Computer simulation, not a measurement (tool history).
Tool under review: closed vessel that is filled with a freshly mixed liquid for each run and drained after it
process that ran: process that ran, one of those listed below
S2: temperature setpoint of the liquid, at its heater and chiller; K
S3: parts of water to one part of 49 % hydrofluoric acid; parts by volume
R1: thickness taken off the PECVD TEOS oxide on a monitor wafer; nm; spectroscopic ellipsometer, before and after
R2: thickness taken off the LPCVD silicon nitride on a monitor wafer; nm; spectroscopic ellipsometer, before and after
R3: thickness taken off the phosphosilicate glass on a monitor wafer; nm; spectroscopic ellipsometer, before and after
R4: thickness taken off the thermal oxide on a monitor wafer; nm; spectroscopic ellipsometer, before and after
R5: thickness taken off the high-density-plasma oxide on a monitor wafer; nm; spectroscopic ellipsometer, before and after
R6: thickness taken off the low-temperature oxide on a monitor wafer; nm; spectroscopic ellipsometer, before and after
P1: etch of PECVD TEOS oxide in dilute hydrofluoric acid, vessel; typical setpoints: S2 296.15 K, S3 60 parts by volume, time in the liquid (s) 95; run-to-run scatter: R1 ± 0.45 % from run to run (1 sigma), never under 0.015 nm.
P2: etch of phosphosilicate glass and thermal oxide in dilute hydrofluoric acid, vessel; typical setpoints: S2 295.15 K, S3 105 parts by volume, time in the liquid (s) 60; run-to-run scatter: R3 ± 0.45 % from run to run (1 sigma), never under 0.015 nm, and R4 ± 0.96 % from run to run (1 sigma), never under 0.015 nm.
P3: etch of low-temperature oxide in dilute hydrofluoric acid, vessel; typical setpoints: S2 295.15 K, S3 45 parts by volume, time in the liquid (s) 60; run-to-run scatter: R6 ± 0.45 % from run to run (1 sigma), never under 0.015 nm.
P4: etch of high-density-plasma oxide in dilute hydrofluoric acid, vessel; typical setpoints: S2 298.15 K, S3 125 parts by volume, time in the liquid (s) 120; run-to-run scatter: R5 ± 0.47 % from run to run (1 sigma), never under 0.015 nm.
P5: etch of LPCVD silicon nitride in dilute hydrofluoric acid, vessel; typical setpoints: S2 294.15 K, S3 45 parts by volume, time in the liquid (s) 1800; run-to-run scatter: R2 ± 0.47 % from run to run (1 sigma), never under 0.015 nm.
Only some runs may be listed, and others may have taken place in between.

run 1 hour=6.4 | process_that_ran=P1 S2=296.15 S3=60 time_in_the_liquid_(s)=95 | R1=13.59
run 2 hour=18.8 | process_that_ran=P1 S2=296.15 S3=60 time_in_the_liquid_(s)=95 | R1=13.589
run 3 hour=31.4 | process_that_ran=P5 S2=294.15 S3=45 time_in_the_liquid_(s)=3240 | R2=26.577
run 4 hour=39.5 | process_that_ran=P2 S2=295.15 S3=30 time_in_the_liquid_(s)=60 | R3=157.71 R4=10.042
run 5 hour=52.6 | process_that_ran=P1 S2=296.15 S3=60 time_in_the_liquid_(s)=95 | R1=13.406
run 6 hour=61.8 | process_that_ran=P1 S2=296.15 S3=60 time_in_the_liquid_(s)=30 | R1=4.2673
run 7 hour=68 | process_that_ran=P1 S2=291.65 S3=60 time_in_the_liquid_(s)=45 | R1=5.3308
run 8 hour=79.6 | process_that_ran=P5 S2=294.15 S3=45 time_in_the_liquid_(s)=1800 | R2=14.815
run 9 hour=85.9 | process_that_ran=P4 S2=303.15 S3=125 time_in_the_liquid_(s)=120 | R5=6.7281
run 10 hour=93.7 | process_that_ran=P1 S2=290.15 S3=60 time_in_the_liquid_(s)=150 | R1=16.607
run 11 hour=99.9 | process_that_ran=P1 S2=292.15 S3=60 time_in_the_liquid_(s)=95 | R1=11.46
run 12 hour=106.6 | process_that_ran=P1 S2=296.15 S3=30 time_in_the_liquid_(s)=95 | R1=28.367
run 13 hour=119.9 | process_that_ran=P1 S2=296.15 S3=60 time_in_the_liquid_(s)=95 | R1=13.523
run 14 hour=129.5 | process_that_ran=P3 S2=295.15 S3=25 time_in_the_liquid_(s)=60 | R6=54.809
run 15 hour=136.1 | process_that_ran=P1 S2=299.65 S3=60 time_in_the_liquid_(s)=95 | R1=15.716
run 16 hour=143.5 | process_that_ran=P5 S2=300.65 S3=45 time_in_the_liquid_(s)=1800 | R2=23.038
-- hour=150.2 thermometer replaced
run 17 hour=150.9 | process_that_ran=P3 S2=291.15 S3=45 time_in_the_liquid_(s)=60 | R6=24.904
run 18 hour=158.5 | process_that_ran=P4 S2=298.15 S3=60 time_in_the_liquid_(s)=120 | R5=12.441
run 19 hour=167.9 | process_that_ran=P5 S2=294.15 S3=45 time_in_the_liquid_(s)=1800 | R2=14.806
run 20 hour=173.9 | process_that_ran=P2 S2=295.15 S3=105 time_in_the_liquid_(s)=35 | R3=23.866 R4=1.547
run 21 hour=182.7 | process_that_ran=P4 S2=298.15 S3=125 time_in_the_liquid_(s)=120 | R5=5.5661
run 22 hour=190.9 | process_that_ran=P4 S2=298.15 S3=125 time_in_the_liquid_(s)=55 | R5=2.5351
run 23 hour=200.7 | process_that_ran=P2 S2=295.15 S3=105 time_in_the_liquid_(s)=60 | R3=40.674 R4=2.6853
run 24 hour=208.1 | process_that_ran=P4 S2=298.15 S3=125 time_in_the_liquid_(s)=120 | R5=5.5368
run 25 hour=219.9 | process_that_ran=P1 S2=296.15 S3=85 time_in_the_liquid_(s)=95 | R1=9.2428
run 26 hour=233 | process_that_ran=P3 S2=295.15 S3=45 time_in_the_liquid_(s)=90 | R6=44.592
run 27 hour=244.4 | process_that_ran=P1 S2=296.15 S3=60 time_in_the_liquid_(s)=170 | R1=24.443
run 28 hour=250.5 | process_that_ran=P2 S2=295.15 S3=105 time_in_the_liquid_(s)=60 | R3=40.775 R4=2.6557
run 29 hour=261.8 | process_that_ran=P1 S2=292.65 S3=60 time_in_the_liquid_(s)=160 | R1=19.891
run 30 hour=274.6 | process_that_ran=P5 S2=294.15 S3=70 time_in_the_liquid_(s)=1800 | R2=9.5681
run 31 hour=282.6 | process_that_ran=P2 S2=290.15 S3=105 time_in_the_liquid_(s)=60 | R3=33.299 R4=2.1468
run 32 hour=293.7 | process_that_ran=P3 S2=295.15 S3=45 time_in_the_liquid_(s)=60 | R6=29.813
run 33 hour=305.4 | process_that_ran=P1 S2=296.15 S3=60 time_in_the_liquid_(s)=95 | R1=13.519
run 34 hour=318.6 | process_that_ran=P1 S2=296.15 S3=60 time_in_the_liquid_(s)=95 | R1=12.89
run 35 hour=330.5 | process_that_ran=P1 S2=296.15 S3=60 time_in_the_liquid_(s)=95 | R1=12.603
run 36 hour=341.5 | process_that_ran=P1 S2=296.15 S3=60 time_in_the_liquid_(s)=95 | R1=12.461
run 37 hour=353.4 | process_that_ran=P1 S2=296.15 S3=60 time_in_the_liquid_(s)=95 | R1=12.361
run 38 hour=361.3 | process_that_ran=P1 S2=296.15 S3=60 time_in_the_liquid_(s)=95 | R1=12.248
run 39 hour=372.8 | process_that_ran=P1 S2=296.15 S3=60 time_in_the_liquid_(s)=95 | R1=12.373
run 40 hour=383.9 | process_that_ran=P1 S2=296.15 S3=60 time_in_the_liquid_(s)=95 | R1=12.229

P1 no longer gives what it gave before; its output has crept away from where it was. The following 2 causes, each at its listed size, fit the log equally well:
A: liquid colder than its thermometer reads (K) = 2.41
B: hydrofluoric acid flow below the setpoint (%) = 8.84
The gradual shift began around hour 305.4.

Listed below are the offered check runs, one wafer per run, with question marks in place of results. For which of them would the causes give clearly different outcomes?
run check 1 hour=395 | process_that_ran=P2 S2=295.15 S3=105 time_in_the_liquid_(s)=60 | R3=? R4=?
run check 2 hour=395 | process_that_ran=P4 S2=298.15 S3=125 time_in_the_liquid_(s)=120 | R5=?
run check 3 hour=395 | process_that_ran=P5 S2=294.15 S3=45 time_in_the_liquid_(s)=1800 | R2=?
run check 4 hour=395 | process_that_ran=P3 S2=295.15 S3=45 time_in_the_liquid_(s)=60 | R6=?

What each check would give under each cause:
check=check_1 result=R3 if_A=37.091 if_B=36.857
check=check_1 result=R4 if_A=2.3958 if_B=2.3808
check=check_2 result=R5 if_A=5.0365 if_B=4.9707
check=check_3 result=R2 if_A=12.473 if_B=13.486
check=check_4 result=R6 if_A=26.831 if_B=26.941
Per-check spread between the two closest causes, in the result where they differ most: check 1 0.63 %; check 2 1.31 %; check 3 7.81 %; check 4 0.41 %
The other checks would show nearly matching results whichever cause is true, so check 3 is the only one that separates the causes.

With check 3 done, the readings were: R2 12.511 nm. Identify which of the listed causes applies.

The cause is A: liquid colder than its thermometer reads (K).
